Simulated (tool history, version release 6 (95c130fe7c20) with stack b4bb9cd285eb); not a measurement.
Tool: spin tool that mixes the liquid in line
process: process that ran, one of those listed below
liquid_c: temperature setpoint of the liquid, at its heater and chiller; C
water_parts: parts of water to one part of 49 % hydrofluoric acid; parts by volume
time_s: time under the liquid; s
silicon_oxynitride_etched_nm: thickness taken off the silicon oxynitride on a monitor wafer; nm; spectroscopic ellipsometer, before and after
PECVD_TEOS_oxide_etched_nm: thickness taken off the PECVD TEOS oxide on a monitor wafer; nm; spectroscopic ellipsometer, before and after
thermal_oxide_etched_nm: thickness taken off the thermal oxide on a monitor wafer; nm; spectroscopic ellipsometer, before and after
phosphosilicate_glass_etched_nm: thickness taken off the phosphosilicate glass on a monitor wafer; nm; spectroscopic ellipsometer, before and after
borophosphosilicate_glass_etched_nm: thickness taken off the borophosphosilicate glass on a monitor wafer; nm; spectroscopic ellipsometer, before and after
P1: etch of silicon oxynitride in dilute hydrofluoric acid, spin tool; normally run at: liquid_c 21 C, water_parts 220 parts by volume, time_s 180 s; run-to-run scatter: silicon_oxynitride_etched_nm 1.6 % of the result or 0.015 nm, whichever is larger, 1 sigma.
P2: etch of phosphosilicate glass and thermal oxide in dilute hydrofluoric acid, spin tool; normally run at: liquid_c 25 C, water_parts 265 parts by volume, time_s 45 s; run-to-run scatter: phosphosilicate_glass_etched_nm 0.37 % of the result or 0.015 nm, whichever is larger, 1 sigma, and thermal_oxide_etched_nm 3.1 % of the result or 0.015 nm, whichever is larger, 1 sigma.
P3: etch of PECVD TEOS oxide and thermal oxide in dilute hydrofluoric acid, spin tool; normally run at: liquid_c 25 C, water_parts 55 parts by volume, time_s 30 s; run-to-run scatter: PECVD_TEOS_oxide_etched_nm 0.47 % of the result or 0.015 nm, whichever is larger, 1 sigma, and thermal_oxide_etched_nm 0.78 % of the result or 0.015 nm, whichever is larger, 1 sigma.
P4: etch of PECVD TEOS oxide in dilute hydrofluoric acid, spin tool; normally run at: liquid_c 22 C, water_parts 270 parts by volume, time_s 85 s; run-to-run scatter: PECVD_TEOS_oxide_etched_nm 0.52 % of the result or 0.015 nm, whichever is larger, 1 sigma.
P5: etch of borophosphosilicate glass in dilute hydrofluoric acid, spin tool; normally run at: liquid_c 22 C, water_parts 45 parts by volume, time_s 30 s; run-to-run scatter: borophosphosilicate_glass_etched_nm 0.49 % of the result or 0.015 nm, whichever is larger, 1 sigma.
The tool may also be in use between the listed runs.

run	hour	process	liquid_c	water_parts	time_s	hours since the thermometer was replaced	hours since the hydrofluoric acid flow meter was replaced	silicon_oxynitride_etched_nm	PECVD_TEOS_oxide_etched_nm	thermal_oxide_etched_nm	phosphosilicate_glass_etched_nm	borophosphosilicate_glass_etched_nm
1	9.4	P1	21	220	180	577.3	314.4	1.4715				
2	18.9	P1	21	220	180	586.8	323.9	1.471				
3	29.1	P1	21	105	40	597	334.1	0.76519				
4	41.7	P1	21	220	180	609.6	346.7	1.5227				
5	51.2	P3	25	55	15	619.1	356.2		5.2896	1.3965		
6	64.2	P4	22	270	85	632.1	369.2		5.6532			
7	73.5	P1	17	220	180	641.4	378.5	1.2343				
8	89.6	P2	25	265	45	657.5	394.6			0.68252	18.969	
9	100	P2	25	135	45	667.9	405			1.5272	43.169	
10	107.9	P2	25	265	15	675.8	412.9			0.22381	6.2962	
11	125.2	P2	29	265	45	693.1	430.2			0.79092	21.751	
12	138.6	P5	27.5	45	30	706.5	443.6					25.962
13	151.3	P1	21	220	305	719.2	456.3	2.5224				
14	160.8	P2	25	265	45	728.7	465.8			0.66315	18.891	
15	177	P4	22	270	15	744.9	482		0.98848			
16	184.8	P1	21	40	180	752.7	489.8	9.3783				
17	196	P4	17	270	85	763.9	501		4.653			
18	208.2	P4	22	270	85	776.1	513.2		5.5852			
19	225.1	P3	25	20	30	793	530.1		30.581	7.9626		
20	234.8	P1	21	220	180	802.7	539.8	1.4694				
21	242.7	P4	22	70	85	810.6	547.7		26.704			
22	256.8	P1	27	220	180	824.7	561.8	1.957				
23	267.4	P3	18	55	30	835.3	572.4		7.8865	2.0854		
24	276.7	P3	25	55	30	844.6	581.7		10.603	2.7803		
25	284.7	P5	22	75	30	852.6	589.7					12.083
26	294.1	P1	28	350	180	862	599.1	1.1218				
27	308.7	P5	22	45	65	876.6	613.7					44.458
28	319.4	P1	21	305	180	887.3	624.4	0.97511				
29	334.2	P1	21	220	180	902.1	639.2	1.4529				
30	348.3	P1	21	220	180	916.2	653.3	1.542				
31	358.4	P1	21	335	280	926.3	663.4	1.4148				
32	374.6	P5	22	45	30	942.5	679.6					20.638
33	384.6	P1	21	220	180	952.5	689.6	1.5096				
34	400.5	P1	21	220	20	968.4	705.5	0.17252				
35	416.2	P1	21	220	180	984.1	721.2	1.5057				
36	432.6	P1	21	220	180	1000.5	737.6	1.4123				
37	446.6	P1	21	220	180	1014.5	751.6	1.3668				
38	459.4	P1	21	220	180	1027.3	764.4	1.4302				
39	472.4	P1	21	220	180	1040.3	777.4	1.3565				
40	485.3	P1	21	220	180	1053.2	790.3	1.379				
41	495.7	P1	21	220	180	1063.6	800.7	1.3316				

What P1 gives has crept away from where it was. These 2 causes fit the log equally well, each at the size given:
A: hydrofluoric acid flow below the setpoint (%) = 7.71
B: liquid colder than its thermometer reads (K) = 2.01
The creep began at about hour 416.2.

4 check runs are offered, each on 2 wafers whose results are averaged, their results left as question marks. Which one tells the causes apart?
check 1	506.1	P3	22	55	30				?	?		
check 2	506.1	P4	22	105	45				?			
check 3	506.1	P5	26.5	45	60							?
check 4	506.1	P2	25	265	15					?	?	

What each check would give under each cause:
check	result	if A	if B
check 1	PECVD_TEOS_oxide_etched_nm	8.6198	8.6327
check 1	thermal_oxide_etched_nm	2.2395	2.2428
check 2	PECVD_TEOS_oxide_etched_nm	8.2432	8.316
check 3	borophosphosilicate_glass_etched_nm	45.6	45.76
check 4	thermal_oxide_etched_nm	0.20423	0.21075
check 4	phosphosilicate_glass_etched_nm	5.7179	5.9005
How far apart the two closest causes lie, in the result that separates them most: check 1 0.15 %; check 2 0.88 %; check 3 0.35 %; check 4 3.14 %
Check 4 tells the causes apart: in the others they would give nearly the same result.

Check 4 was then run and gave: thermal_oxide_etched_nm 0.18953 nm; phosphosilicate_glass_etched_nm 5.7131 nm. Which cause is it?

It is A: hydrofluoric acid flow below the setpoint (%).

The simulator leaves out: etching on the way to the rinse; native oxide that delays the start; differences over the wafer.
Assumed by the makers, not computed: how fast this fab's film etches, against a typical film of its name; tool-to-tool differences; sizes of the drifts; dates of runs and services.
